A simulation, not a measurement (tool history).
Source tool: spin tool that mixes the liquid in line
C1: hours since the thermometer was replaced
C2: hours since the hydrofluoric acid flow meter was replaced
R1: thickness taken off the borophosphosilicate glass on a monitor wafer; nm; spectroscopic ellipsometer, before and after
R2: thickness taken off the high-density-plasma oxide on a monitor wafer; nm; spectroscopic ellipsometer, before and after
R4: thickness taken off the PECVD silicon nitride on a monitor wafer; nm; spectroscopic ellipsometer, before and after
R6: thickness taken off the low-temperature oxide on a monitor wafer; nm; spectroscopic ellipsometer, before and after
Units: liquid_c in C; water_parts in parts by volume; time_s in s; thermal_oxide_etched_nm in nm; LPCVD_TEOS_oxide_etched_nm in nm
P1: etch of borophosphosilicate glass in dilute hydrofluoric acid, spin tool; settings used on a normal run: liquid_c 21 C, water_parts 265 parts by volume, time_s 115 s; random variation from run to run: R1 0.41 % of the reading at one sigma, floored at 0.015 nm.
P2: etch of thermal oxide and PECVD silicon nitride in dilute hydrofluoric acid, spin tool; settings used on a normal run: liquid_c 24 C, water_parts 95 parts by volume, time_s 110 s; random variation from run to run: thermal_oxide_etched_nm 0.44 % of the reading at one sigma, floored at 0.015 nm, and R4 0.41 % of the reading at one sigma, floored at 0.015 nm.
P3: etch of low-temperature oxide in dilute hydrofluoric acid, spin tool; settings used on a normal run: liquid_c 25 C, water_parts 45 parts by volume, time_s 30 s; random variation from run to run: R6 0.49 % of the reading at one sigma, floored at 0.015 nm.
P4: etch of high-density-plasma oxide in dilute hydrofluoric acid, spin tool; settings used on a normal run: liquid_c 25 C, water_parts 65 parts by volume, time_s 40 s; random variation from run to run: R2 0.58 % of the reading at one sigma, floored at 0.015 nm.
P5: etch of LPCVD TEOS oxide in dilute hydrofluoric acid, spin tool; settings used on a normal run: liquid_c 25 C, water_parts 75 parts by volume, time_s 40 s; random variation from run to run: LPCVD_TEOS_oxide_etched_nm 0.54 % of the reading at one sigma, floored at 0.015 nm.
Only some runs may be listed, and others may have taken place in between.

run 1 hour=8.5 | process=P1 liquid_c=21 water_parts=265 time_s=115 | C1=147.2 C2=1006.3 | R1=23.969
run 2 hour=16.3 | process=P4 liquid_c=33 water_parts=65 time_s=40 | C1=155 C2=1014.1 | R2=6.2822
run 3 hour=24.5 | process=P2 liquid_c=24 water_parts=95 time_s=30 | C1=163.2 C2=1022.3 | thermal_oxide_etched_nm=1.584 R4=1.6469
run 4 hour=34.1 | process=P1 liquid_c=21 water_parts=265 time_s=115 | C1=172.8 C2=1031.9 | R1=23.682
run 5 hour=40.9 | process=P5 liquid_c=25 water_parts=75 time_s=40 | C1=179.6 C2=1038.7 | LPCVD_TEOS_oxide_etched_nm=14.936
run 6 hour=47.7 | process=P1 liquid_c=25.5 water_parts=265 time_s=115 | C1=186.4 C2=1045.5 | R1=27.931
run 7 hour=54.3 | process=P1 liquid_c=21 water_parts=365 time_s=115 | C1=193 C2=1052.1 | R1=15.824
run 8 hour=61.8 | process=P1 liquid_c=21 water_parts=265 time_s=15 | C1=200.5 C2=1059.6 | R1=3.0969
run 9 hour=68.7 | process=P4 liquid_c=25 water_parts=65 time_s=15 | C1=207.4 C2=1066.5 | R2=1.7473
run 10 hour=77.9 | process=P1 liquid_c=17 water_parts=265 time_s=115 | C1=216.6 C2=1075.7 | R1=20.55
run 11 hour=83.6 | process=P5 liquid_c=25 water_parts=75 time_s=15 | C1=222.3 C2=1081.4 | LPCVD_TEOS_oxide_etched_nm=5.6055
run 12 hour=93.6 | process=P5 liquid_c=32 water_parts=75 time_s=40 | C1=232.3 C2=1091.4 | LPCVD_TEOS_oxide_etched_nm=19.519
run 13 hour=99.1 | process=P3 liquid_c=25 water_parts=80 time_s=30 | C1=237.8 C2=1096.9 | R6=9.0822
run 14 hour=104.9 | process=P5 liquid_c=25 water_parts=75 time_s=40 | C1=243.6 C2=1102.7 | LPCVD_TEOS_oxide_etched_nm=14.99
run 15 hour=112.1 | process=P4 liquid_c=25 water_parts=25 time_s=40 | C1=250.8 C2=1109.9 | R2=12.639
run 16 hour=119.4 | process=P2 liquid_c=24 water_parts=95 time_s=110 | C1=258.1 C2=1117.2 | thermal_oxide_etched_nm=5.657 R4=5.9805
run 17 hour=124 | process=P4 liquid_c=25 water_parts=65 time_s=40 | C1=262.7 C2=1121.8 | R2=4.6217
run 18 hour=134 | process=P1 liquid_c=17.5 water_parts=415 time_s=115 | C1=272.7 C2=1131.8 | R1=11.819
run 19 hour=140 | process=P1 liquid_c=21 water_parts=265 time_s=115 | C1=278.7 C2=1137.8 | R1=24
run 20 hour=146.5 | process=P2 liquid_c=24 water_parts=45 time_s=110 | C1=285.2 C2=1144.3 | thermal_oxide_etched_nm=12.827 R4=12.484
run 21 hour=152.9 | process=P1 liquid_c=21 water_parts=265 time_s=185 | C1=291.6 C2=1150.7 | R1=38.317
run 22 hour=157.9 | process=P1 liquid_c=21 water_parts=110 time_s=190 | C1=296.6 C2=1155.7 | R1=110.74
run 23 hour=166.8 | process=P3 liquid_c=32 water_parts=45 time_s=30 | C1=305.5 C2=1164.6 | R6=22.556
run 24 hour=171.5 | process=P3 liquid_c=25 water_parts=45 time_s=30 | C1=310.2 C2=1169.3 | R6=17.103
run 25 hour=177.8 | process=P5 liquid_c=25 water_parts=105 time_s=40 | C1=316.5 C2=1175.6 | LPCVD_TEOS_oxide_etched_nm=10.211
run 26 hour=185.5 | process=P3 liquid_c=25 water_parts=45 time_s=15 | C1=324.2 C2=1183.3 | R6=8.495
run 27 hour=192.5 | process=P1 liquid_c=21 water_parts=110 time_s=115 | C1=331.2 C2=1190.3 | R1=67.468
run 28 hour=198.2 | process=P1 liquid_c=21 water_parts=265 time_s=115 | C1=336.9 C2=1196 | R1=23.883

Run 29 is up next; what results do you expect?
run 29 hour=202.7 | process=P2 liquid_c=31.5 water_parts=95 time_s=110 | C1=341.4 C2=1200.5 | thermal_oxide_etched_nm=? R4=?

Run 29 gave thermal_oxide_etched_nm 7.5321 nm, R4 9.7059 nm.
